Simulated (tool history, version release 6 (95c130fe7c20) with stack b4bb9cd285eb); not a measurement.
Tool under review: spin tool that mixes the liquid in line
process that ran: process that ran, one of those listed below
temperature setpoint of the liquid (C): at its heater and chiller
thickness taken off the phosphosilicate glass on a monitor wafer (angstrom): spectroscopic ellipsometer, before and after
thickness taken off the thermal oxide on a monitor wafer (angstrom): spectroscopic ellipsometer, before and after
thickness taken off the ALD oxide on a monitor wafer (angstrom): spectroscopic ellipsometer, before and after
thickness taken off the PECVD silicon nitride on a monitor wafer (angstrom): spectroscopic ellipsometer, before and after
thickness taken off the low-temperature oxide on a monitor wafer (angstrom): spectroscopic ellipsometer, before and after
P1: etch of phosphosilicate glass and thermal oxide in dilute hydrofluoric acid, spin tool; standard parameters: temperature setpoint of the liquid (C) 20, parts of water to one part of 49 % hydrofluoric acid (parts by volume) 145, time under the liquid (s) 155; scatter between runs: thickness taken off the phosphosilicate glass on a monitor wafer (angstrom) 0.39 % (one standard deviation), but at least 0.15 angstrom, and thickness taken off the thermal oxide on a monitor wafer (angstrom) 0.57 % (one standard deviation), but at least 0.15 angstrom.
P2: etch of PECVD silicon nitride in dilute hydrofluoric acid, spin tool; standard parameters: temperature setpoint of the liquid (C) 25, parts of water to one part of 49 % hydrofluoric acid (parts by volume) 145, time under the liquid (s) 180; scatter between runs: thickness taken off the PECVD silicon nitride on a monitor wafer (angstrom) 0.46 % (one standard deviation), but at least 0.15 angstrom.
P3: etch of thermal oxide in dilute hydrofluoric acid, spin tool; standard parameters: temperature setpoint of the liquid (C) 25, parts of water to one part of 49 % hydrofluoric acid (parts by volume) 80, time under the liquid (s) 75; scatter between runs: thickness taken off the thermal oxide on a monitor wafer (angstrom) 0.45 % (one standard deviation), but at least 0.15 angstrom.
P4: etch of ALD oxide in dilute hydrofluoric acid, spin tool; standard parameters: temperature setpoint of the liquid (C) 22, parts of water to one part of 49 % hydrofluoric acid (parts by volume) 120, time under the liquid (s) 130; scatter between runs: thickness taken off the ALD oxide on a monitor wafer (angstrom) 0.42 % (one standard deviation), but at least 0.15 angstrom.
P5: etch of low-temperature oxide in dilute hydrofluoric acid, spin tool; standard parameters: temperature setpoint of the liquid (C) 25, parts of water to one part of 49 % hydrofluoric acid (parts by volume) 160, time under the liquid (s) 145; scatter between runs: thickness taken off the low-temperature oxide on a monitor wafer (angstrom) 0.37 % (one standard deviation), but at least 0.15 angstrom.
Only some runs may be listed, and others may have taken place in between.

| run | day | process that ran | temperature setpoint of the liquid (C) | parts of water to one part of 49 % hydrofluoric acid (parts by volume) | time under the liquid (s) | thickness taken off the phosphosilicate glass on a monitor wafer (angstrom) | thickness taken off the thermal oxide on a monitor wafer (angstrom) | thickness taken off the ALD oxide on a monitor wafer (angstrom) | thickness taken off the PECVD silicon nitride on a monitor wafer (angstrom) | thickness taken off the low-temperature oxide on a monitor wafer (angstrom) |
|---|---|---|---|---|---|---|---|---|---|---|
| 1 | 0.262 | P1 | 20 | 145 | 155 | 586.54 | 42.771 |  |  |  |
| 2 | 0.638 | P3 | 25 | 40 | 75 |  | 97.973 |  |  |  |
| 3 | 1.162 | P4 | 22 | 120 | 130 |  |  | 175.64 |  |  |
| 4 | 1.662 | P4 | 26.5 | 120 | 130 |  |  | 208.54 |  |  |
| 5 | 1.979 | P1 | 27 | 145 | 15 | 74.424 | 5.4843 |  |  |  |
| 6 | 2.454 | P1 | 20 | 145 | 155 | 592.09 | 42.4 |  |  |  |
| 7 | 2.925 | P1 | 20 | 145 | 155 | 590.48 | 42.711 |  |  |  |
| 8 | 3.454 | P1 | 17 | 95 | 155 | 834.14 | 60.52 |  |  |  |
| 9 | 3.954 | P2 | 25 | 145 | 180 |  |  |  | 67.167 |  |
| 10 | 4.508 | P3 | 25 | 80 | 75 |  | 46.91 |  |  |  |
| 11 | 4.933 | P2 | 25 | 145 | 340 |  |  |  | 126.94 |  |
| 12 | 5.221 | P1 | 20 | 145 | 155 | 587.22 | 42.265 |  |  |  |
| 13 | 5.471 | P5 | 25 | 160 | 260 |  |  |  |  | 188.27 |
| 14 | 5.879 | P1 | 20 | 65 | 155 | 1434.5 | 103.82 |  |  |  |
| 15 | 6.379 | P5 | 25 | 90 | 145 |  |  |  |  | 204.89 |
|  | 6.683 | hydrofluoric acid flow meter replaced |
| 16 | 6.767 | P4 | 22 | 120 | 225 |  |  | 303.03 |  |  |
| 17 | 7.283 | P1 | 20 | 145 | 20 | 76.353 | 5.8091 |  |  |  |
| 18 | 7.746 | P1 | 20 | 145 | 155 | 592.22 | 42.972 |  |  |  |
| 19 | 8.242 | P5 | 25 | 160 | 145 |  |  |  |  | 105.37 |
| 20 | 8.717 | P3 | 17 | 80 | 75 |  | 33.798 |  |  |  |
| 21 | 9.033 | P2 | 25 | 255 | 180 |  |  |  | 39.037 |  |
| 22 | 9.292 | P4 | 22 | 40 | 130 |  |  | 579.99 |  |  |
| 23 | 9.542 | P1 | 20 | 145 | 295 | 1121.4 | 81.921 |  |  |  |
| 24 | 10.088 | P1 | 25 | 145 | 155 | 721.13 | 51.126 |  |  |  |
| 25 | 10.35 | P1 | 20 | 250 | 155 | 307.15 | 22.304 |  |  |  |
| 26 | 10.829 | P1 | 20 | 225 | 90 | 202.61 | 14.553 |  |  |  |
| 27 | 11.317 | P3 | 25 | 80 | 120 |  | 75.427 |  |  |  |
| 28 | 11.754 | P3 | 25 | 80 | 75 |  | 46.611 |  |  |  |
| 29 | 12.233 | P2 | 30 | 145 | 180 |  |  |  | 92.636 |  |
| 30 | 12.538 | P1 | 17 | 145 | 155 | 520.85 | 37.716 |  |  |  |
| 31 | 12.938 | P1 | 20 | 145 | 155 | 591.34 | 42.035 |  |  |  |
| 32 | 13.429 | P5 | 17 | 160 | 145 |  |  |  |  | 77.039 |
| 33 | 13.871 | P1 | 20 | 145 | 155 | 590.46 | 42.383 |  |  |  |
| 34 | 14.288 | P1 | 20 | 145 | 155 | 598.62 | 43.707 |  |  |  |
| 35 | 14.75 | P1 | 20 | 145 | 155 | 606.66 | 44.478 |  |  |  |
| 36 | 15.279 | P1 | 20 | 145 | 155 | 608.7 | 44.309 |  |  |  |
| 37 | 15.775 | P1 | 20 | 145 | 155 | 618.53 | 44.83 |  |  |  |
| 38 | 16.312 | P1 | 20 | 145 | 155 | 621.31 | 44.637 |  |  |  |
| 39 | 16.796 | P1 | 20 | 145 | 155 | 618.4 | 44.943 |  |  |  |
| 40 | 17.183 | P1 | 20 | 145 | 155 | 623.53 | 45.647 |  |  |  |
| 41 | 17.738 | P1 | 20 | 145 | 155 | 619.93 | 44.902 |  |  |  |
| 42 | 18.171 | P1 | 20 | 145 | 155 | 626.76 | 45.347 |  |  |  |
| 43 | 18.671 | P1 | 20 | 145 | 155 | 625.57 | 45.061 |  |  |  |

The output of P1 has drifted from where it used to be. Each of the 2 causes below, taken at the size shown beside it, accounts for the log equally well:
A: hydrofluoric acid flow above the setpoint (%) = 5.06
B: liquid hotter than its thermometer reads (K) = 1.44
The gradual shift began around day 13.871.

Below are 4 check runs, each on a single wafer, with their results shown as question marks. Which of them would tell the listed causes apart, meaning the causes would give clearly different results under it?
| check 1 | 19.171 | P4 | 22 | 120 | 130 |  |  | ? |  |  |
| check 2 | 19.171 | P2 | 25 | 145 | 180 |  |  |  | ? |  |
| check 3 | 19.171 | P3 | 25 | 80 | 75 |  | ? |  |  |  |
| check 4 | 19.171 | P5 | 25 | 160 | 145 |  |  |  |  | ? |

If the cause were each of the candidates in turn, the checks would give the following:
| check | result | if A | if B |
|---|---|---|---|
| check 1 | thickness taken off the ALD oxide on a monitor wafer (angstrom) | 185.18 | 185.36 |
| check 2 | thickness taken off the PECVD silicon nitride on a monitor wafer (angstrom) | 70.768 | 73.857 |
| check 3 | thickness taken off the thermal oxide on a monitor wafer (angstrom) | 49.501 | 49.636 |
| check 4 | thickness taken off the low-temperature oxide on a monitor wafer (angstrom) | 111.52 | 111.01 |
Minimum pairwise separation of causes per check, each pair taken at its best-separating result: check 1 0.1 %; check 2 4.27 %; check 3 0.27 %; check 4 0.46 %
The causes can be told apart only by check 2. The other checks would give nearly the same results under each of them.

After running check 2, the following was obtained: thickness taken off the PECVD silicon nitride on a monitor wafer (angstrom) 73.395. Which cause does this point to?

The correct cause is B, namely: liquid hotter than its thermometer reads (K).
